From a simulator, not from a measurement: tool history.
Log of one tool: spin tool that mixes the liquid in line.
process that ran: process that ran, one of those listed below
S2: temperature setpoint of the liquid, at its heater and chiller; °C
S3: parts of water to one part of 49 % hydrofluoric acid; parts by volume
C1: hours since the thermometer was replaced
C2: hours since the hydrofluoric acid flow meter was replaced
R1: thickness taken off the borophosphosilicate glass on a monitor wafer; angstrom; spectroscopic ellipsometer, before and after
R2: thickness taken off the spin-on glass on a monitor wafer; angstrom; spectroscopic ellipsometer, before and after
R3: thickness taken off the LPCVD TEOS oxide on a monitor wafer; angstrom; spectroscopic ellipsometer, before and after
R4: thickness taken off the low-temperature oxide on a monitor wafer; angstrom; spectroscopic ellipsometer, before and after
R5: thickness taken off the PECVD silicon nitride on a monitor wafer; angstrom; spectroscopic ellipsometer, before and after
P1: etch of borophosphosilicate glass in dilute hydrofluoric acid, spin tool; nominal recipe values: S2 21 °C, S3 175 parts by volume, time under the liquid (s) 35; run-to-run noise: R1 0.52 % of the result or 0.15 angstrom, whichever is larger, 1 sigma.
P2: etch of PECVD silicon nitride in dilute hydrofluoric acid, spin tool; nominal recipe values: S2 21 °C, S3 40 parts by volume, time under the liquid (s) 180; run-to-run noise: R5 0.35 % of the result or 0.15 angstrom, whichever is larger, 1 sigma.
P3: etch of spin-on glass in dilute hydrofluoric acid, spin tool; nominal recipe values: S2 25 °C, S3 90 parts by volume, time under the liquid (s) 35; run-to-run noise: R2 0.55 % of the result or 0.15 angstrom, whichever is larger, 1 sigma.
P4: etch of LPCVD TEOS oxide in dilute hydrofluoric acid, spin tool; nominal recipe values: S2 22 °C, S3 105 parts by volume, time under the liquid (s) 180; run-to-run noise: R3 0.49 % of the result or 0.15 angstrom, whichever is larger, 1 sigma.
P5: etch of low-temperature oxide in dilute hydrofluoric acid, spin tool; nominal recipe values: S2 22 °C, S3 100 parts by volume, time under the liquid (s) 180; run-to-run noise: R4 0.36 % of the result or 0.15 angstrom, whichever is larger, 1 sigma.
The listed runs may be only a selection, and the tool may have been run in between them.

Run 1, day 0.4: process that ran P1, S2 21 °C, S3 175 parts by volume, time under the liquid (s) 35; C1 998; C2 266.6. Result: R1 87.204 angstrom.
Run 2, day 0.758: process that ran P1, S2 21 °C, S3 175 parts by volume, time under the liquid (s) 35; C1 1006.6; C2 275.2. Result: R1 87.368 angstrom.
Run 3, day 1.396: process that ran P3, S2 18 °C, S3 90 parts by volume, time under the liquid (s) 35; C1 1021.9; C2 290.5. Result: R2 96.328 angstrom.
Run 4, day 1.838: process that ran P4, S2 30 °C, S3 105 parts by volume, time under the liquid (s) 180; C1 1032.5; C2 301.1. Result: R3 344.93 angstrom.
Run 5, day 2.175: process that ran P1, S2 27.5 °C, S3 175 parts by volume, time under the liquid (s) 15; C1 1040.6; C2 309.2. Result: R1 47.815 angstrom.
Run 6, day 2.762: process that ran P1, S2 21 °C, S3 35 parts by volume, time under the liquid (s) 35; C1 1054.7; C2 323.3. Result: R1 511.41 angstrom.
Run 7, day 3.171: process that ran P5, S2 22 °C, S3 100 parts by volume, time under the liquid (s) 265; C1 1064.5; C2 333.1. Result: R4 511.37 angstrom.
Run 8, day 3.783: process that ran P5, S2 29 °C, S3 100 parts by volume, time under the liquid (s) 180; C1 1079.2; C2 347.8. Result: R4 458.26 angstrom.
Run 9, day 4.212: process that ran P5, S2 22 °C, S3 100 parts by volume, time under the liquid (s) 180; C1 1089.5; C2 358.1. Result: R4 347.52 angstrom.
Run 10, day 4.529: process that ran P4, S2 22 °C, S3 105 parts by volume, time under the liquid (s) 180; C1 1097.1; C2 365.7. Result: R3 255.28 angstrom.
Run 11, day 4.929: process that ran P1, S2 21 °C, S3 175 parts by volume, time under the liquid (s) 35; C1 1106.7; C2 375.3. Result: R1 87.082 angstrom.
Run 12, day 5.275: process that ran P1, S2 17.5 °C, S3 175 parts by volume, time under the liquid (s) 35; C1 1115; C2 383.6. Result: R1 76.468 angstrom.
Run 13, day 5.879: process that ran P1, S2 21 °C, S3 175 parts by volume, time under the liquid (s) 15; C1 1129.5; C2 398.1. Result: R1 37.42 angstrom.
Run 14, day 6.162: process that ran P3, S2 25 °C, S3 145 parts by volume, time under the liquid (s) 35; C1 1136.3; C2 404.9. Result: R2 74.099 angstrom.
Run 15, day 6.575: process that ran P3, S2 25 °C, S3 90 parts by volume, time under the liquid (s) 35; C1 1146.2; C2 414.8. Result: R2 127.45 angstrom.
Run 16, day 6.904: process that ran P3, S2 25 °C, S3 90 parts by volume, time under the liquid (s) 65; C1 1154.1; C2 422.7. Result: R2 233.56 angstrom.
Run 17, day 7.25: process that ran P2, S2 21 °C, S3 40 parts by volume, time under the liquid (s) 180; C1 1162.4; C2 431. Result: R5 138.99 angstrom.
Run 18, day 7.604: process that ran P4, S2 22 °C, S3 185 parts by volume, time under the liquid (s) 180; C1 1170.9; C2 439.5. Result: R3 131.94 angstrom.
Run 19, day 7.992: process that ran P1, S2 21 °C, S3 175 parts by volume, time under the liquid (s) 35; C1 1180.2; C2 448.8. Result: R1 87.591 angstrom.
Run 20, day 8.321: process that ran P2, S2 21 °C, S3 20 parts by volume, time under the liquid (s) 180; C1 1188.1; C2 456.7. Result: R5 271.93 angstrom.
Run 21, day 8.879: process that ran P2, S2 21 °C, S3 40 parts by volume, time under the liquid (s) 295; C1 1201.5; C2 470.1. Result: R5 229.15 angstrom.
Run 22, day 9.308: process that ran P1, S2 26.5 °C, S3 175 parts by volume, time under the liquid (s) 35; C1 1211.8; C2 480.4. Result: R1 107.03 angstrom.
Run 23, day 9.933: process that ran P1, S2 21 °C, S3 175 parts by volume, time under the liquid (s) 35; C1 1226.8; C2 495.4. Result: R1 88.052 angstrom.
Run 24, day 10.488: process that ran P1, S2 21 °C, S3 175 parts by volume, time under the liquid (s) 35; C1 1240.1; C2 508.7. Result: R1 86.652 angstrom.
Run 25, day 10.975: process that ran P4, S2 22 °C, S3 105 parts by volume, time under the liquid (s) 20; C1 1251.8; C2 520.4. Result: R3 28.795 angstrom.
At day 11.067: thermometer replaced.
Run 26, day 11.562: process that ran P1, S2 21 °C, S3 175 parts by volume, time under the liquid (s) 55; C1 12; C2 534.5. Result: R1 138.63 angstrom.
Run 27, day 12.096: process that ran P1, S2 21 °C, S3 310 parts by volume, time under the liquid (s) 35; C1 24.8; C2 547.3. Result: R1 43.306 angstrom.
Run 28, day 12.692: process that ran P5, S2 22 °C, S3 160 parts by volume, time under the liquid (s) 180; C1 39.1; C2 561.6. Result: R4 201.69 angstrom.
Run 29, day 13.046: process that ran P2, S2 21 °C, S3 40 parts by volume, time under the liquid (s) 180; C1 47.6; C2 570.1. Result: R5 139.3 angstrom.
Run 30, day 13.429: process that ran P4, S2 22 °C, S3 105 parts by volume, time under the liquid (s) 180; C1 56.8; C2 579.3. Result: R3 258.25 angstrom.
Run 31, day 13.792: process that ran P2, S2 17 °C, S3 40 parts by volume, time under the liquid (s) 180; C1 65.5; C2 588. Result: R5 105.8 angstrom.
Run 32, day 14.183: process that ran P1, S2 21 °C, S3 175 parts by volume, time under the liquid (s) 35; C1 74.9; C2 597.4. Result: R1 87.187 angstrom.
Run 33, day 14.579: process that ran P1, S2 21 °C, S3 175 parts by volume, time under the liquid (s) 35; C1 84.4; C2 606.9. Result: R1 86.527 angstrom.
Run 34, day 15.083: process that ran P1, S2 21 °C, S3 175 parts by volume, time under the liquid (s) 35; C1 96.5; C2 619. Result: R1 83.546 angstrom.

What will run 35 give?
Run 35, day 15.375: process that ran P1, S2 21 °C, S3 175 parts by volume, time under the liquid (s) 35; C1 103.5; C2 626. Result: R1 ?.

R1: 83.869 angstrom
